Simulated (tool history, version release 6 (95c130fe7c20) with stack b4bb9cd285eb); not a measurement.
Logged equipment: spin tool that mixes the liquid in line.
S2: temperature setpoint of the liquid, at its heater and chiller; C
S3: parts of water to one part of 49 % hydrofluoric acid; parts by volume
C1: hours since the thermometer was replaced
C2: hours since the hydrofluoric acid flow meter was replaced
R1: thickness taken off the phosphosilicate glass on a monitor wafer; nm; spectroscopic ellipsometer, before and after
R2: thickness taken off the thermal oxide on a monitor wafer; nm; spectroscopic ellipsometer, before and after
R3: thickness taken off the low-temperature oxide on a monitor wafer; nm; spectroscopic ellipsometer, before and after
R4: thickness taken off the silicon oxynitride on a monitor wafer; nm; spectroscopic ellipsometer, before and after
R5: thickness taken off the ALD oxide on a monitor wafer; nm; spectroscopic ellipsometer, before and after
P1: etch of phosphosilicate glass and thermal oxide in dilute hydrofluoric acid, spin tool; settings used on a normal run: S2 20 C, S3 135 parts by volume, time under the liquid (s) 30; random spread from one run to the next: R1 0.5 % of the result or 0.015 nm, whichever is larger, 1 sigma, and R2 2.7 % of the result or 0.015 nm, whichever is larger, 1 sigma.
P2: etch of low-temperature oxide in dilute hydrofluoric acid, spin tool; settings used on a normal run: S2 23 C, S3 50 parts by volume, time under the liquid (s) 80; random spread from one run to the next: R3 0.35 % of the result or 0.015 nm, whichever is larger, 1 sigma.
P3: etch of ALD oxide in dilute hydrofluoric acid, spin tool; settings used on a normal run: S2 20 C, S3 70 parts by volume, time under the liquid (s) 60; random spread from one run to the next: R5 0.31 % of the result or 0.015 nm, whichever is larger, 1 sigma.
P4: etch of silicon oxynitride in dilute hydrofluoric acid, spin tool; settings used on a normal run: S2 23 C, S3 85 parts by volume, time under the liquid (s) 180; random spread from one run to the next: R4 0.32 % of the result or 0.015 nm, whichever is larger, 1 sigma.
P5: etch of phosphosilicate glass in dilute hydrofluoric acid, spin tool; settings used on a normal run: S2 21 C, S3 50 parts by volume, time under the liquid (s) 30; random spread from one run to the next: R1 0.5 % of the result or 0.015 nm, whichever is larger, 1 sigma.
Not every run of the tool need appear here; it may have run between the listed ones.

Run 1, hour 6.8: process that ran P1, S2 20 C, S3 135 parts by volume, time under the liquid (s) 30; C1 1008.9; C2 263.5. Result: R1 17.941 nm, R2 0.89436 nm.
Run 2, hour 17.9: process that ran P2, S2 31 C, S3 50 parts by volume, time under the liquid (s) 80; C1 1020; C2 274.6. Result: R3 71.528 nm.
Run 3, hour 27.7: process that ran P4, S2 23 C, S3 85 parts by volume, time under the liquid (s) 50; C1 1029.8; C2 284.4. Result: R4 2.044 nm.
Run 4, hour 37.2: process that ran P2, S2 23 C, S3 50 parts by volume, time under the liquid (s) 25; C1 1039.3; C2 293.9. Result: R3 16.156 nm.
Run 5, hour 45.7: process that ran P1, S2 20 C, S3 135 parts by volume, time under the liquid (s) 30; C1 1047.8; C2 302.4. Result: R1 18.059 nm, R2 0.89181 nm.
Run 6, hour 55.3: process that ran P1, S2 20 C, S3 135 parts by volume, time under the liquid (s) 15; C1 1057.4; C2 312. Result: R1 8.9865 nm, R2 0.41443 nm.
Run 7, hour 61.5: process that ran P1, S2 20 C, S3 135 parts by volume, time under the liquid (s) 30; C1 1063.6; C2 318.2. Result: R1 17.992 nm, R2 0.92035 nm.
Run 8, hour 66.4: process that ran P5, S2 21 C, S3 50 parts by volume, time under the liquid (s) 30; C1 1068.5; C2 323.1. Result: R1 88.07 nm.
Run 9, hour 77.1: process that ran P3, S2 20 C, S3 70 parts by volume, time under the liquid (s) 60; C1 1079.2; C2 333.8. Result: R5 17.846 nm.
Run 10, hour 87.3: process that ran P1, S2 25.5 C, S3 135 parts by volume, time under the liquid (s) 30; C1 1089.4; C2 344. Result: R1 22.284 nm, R2 1.0975 nm.
Run 11, hour 96.9: process that ran P1, S2 20 C, S3 215 parts by volume, time under the liquid (s) 15; C1 1099; C2 353.6. Result: R1 5.2475 nm, R2 0.23897 nm.
Run 12, hour 103.4: process that ran P1, S2 24 C, S3 75 parts by volume, time under the liquid (s) 30; C1 1105.5; C2 360.1. Result: R1 40.864 nm, R2 2.0534 nm.
Run 13, hour 109.7: process that ran P4, S2 23 C, S3 20 parts by volume, time under the liquid (s) 180; C1 1111.8; C2 366.4. Result: R4 32.667 nm.
Run 14, hour 116.4: process that ran P3, S2 20 C, S3 120 parts by volume, time under the liquid (s) 60; C1 1118.5; C2 373.1. Result: R5 9.8397 nm.
Run 15, hour 124.8: process that ran P1, S2 17 C, S3 135 parts by volume, time under the liquid (s) 30; C1 1126.9; C2 381.5. Result: R1 16.091 nm, R2 0.78524 nm.
Run 16, hour 131.2: process that ran P4, S2 23 C, S3 85 parts by volume, time under the liquid (s) 180; C1 1133.3; C2 387.9. Result: R4 7.3472 nm.
Run 17, hour 139.8: process that ran P5, S2 26.5 C, S3 50 parts by volume, time under the liquid (s) 30; C1 1141.9; C2 396.5. Result: R1 111.33 nm.
Run 18, hour 145.2: process that ran P1, S2 20 C, S3 135 parts by volume, time under the liquid (s) 50; C1 1147.3; C2 401.9. Result: R1 30.169 nm, R2 1.5819 nm.
Run 19, hour 153: process that ran P1, S2 20 C, S3 135 parts by volume, time under the liquid (s) 30; C1 1155.1; C2 409.7. Result: R1 17.969 nm, R2 0.91362 nm.
Run 20, hour 161.1: process that ran P3, S2 17 C, S3 70 parts by volume, time under the liquid (s) 60; C1 1163.2; C2 417.8. Result: R5 15.723 nm.
Run 21, hour 169.2: process that ran P4, S2 23 C, S3 85 parts by volume, time under the liquid (s) 180; C1 1171.3; C2 425.9. Result: R4 7.3756 nm.
Run 22, hour 174.4: process that ran P2, S2 23 C, S3 20 parts by volume, time under the liquid (s) 80; C1 1176.5; C2 431.1. Result: R3 134.14 nm.
Run 23, hour 185.6: process that ran P5, S2 21 C, S3 50 parts by volume, time under the liquid (s) 30; C1 1187.7; C2 442.3. Result: R1 88.473 nm.
Run 24, hour 191.9: process that ran P5, S2 21 C, S3 85 parts by volume, time under the liquid (s) 30; C1 1194; C2 448.6. Result: R1 49.051 nm.
Run 25, hour 198.2: process that ran P1, S2 20 C, S3 190 parts by volume, time under the liquid (s) 30; C1 1200.3; C2 454.9. Result: R1 12.092 nm, R2 0.60364 nm.
Run 26, hour 207.2: process that ran P3, S2 20 C, S3 70 parts by volume, time under the liquid (s) 60; C1 1209.3; C2 463.9. Result: R5 17.768 nm.

Expected results for the next run?
Run 27, hour 213.2: process that ran P3, S2 20 C, S3 70 parts by volume, time under the liquid (s) 20; C1 1215.3; C2 469.9. Result: R5 ?.

Logged for run 27: R5 5.9497 nm.

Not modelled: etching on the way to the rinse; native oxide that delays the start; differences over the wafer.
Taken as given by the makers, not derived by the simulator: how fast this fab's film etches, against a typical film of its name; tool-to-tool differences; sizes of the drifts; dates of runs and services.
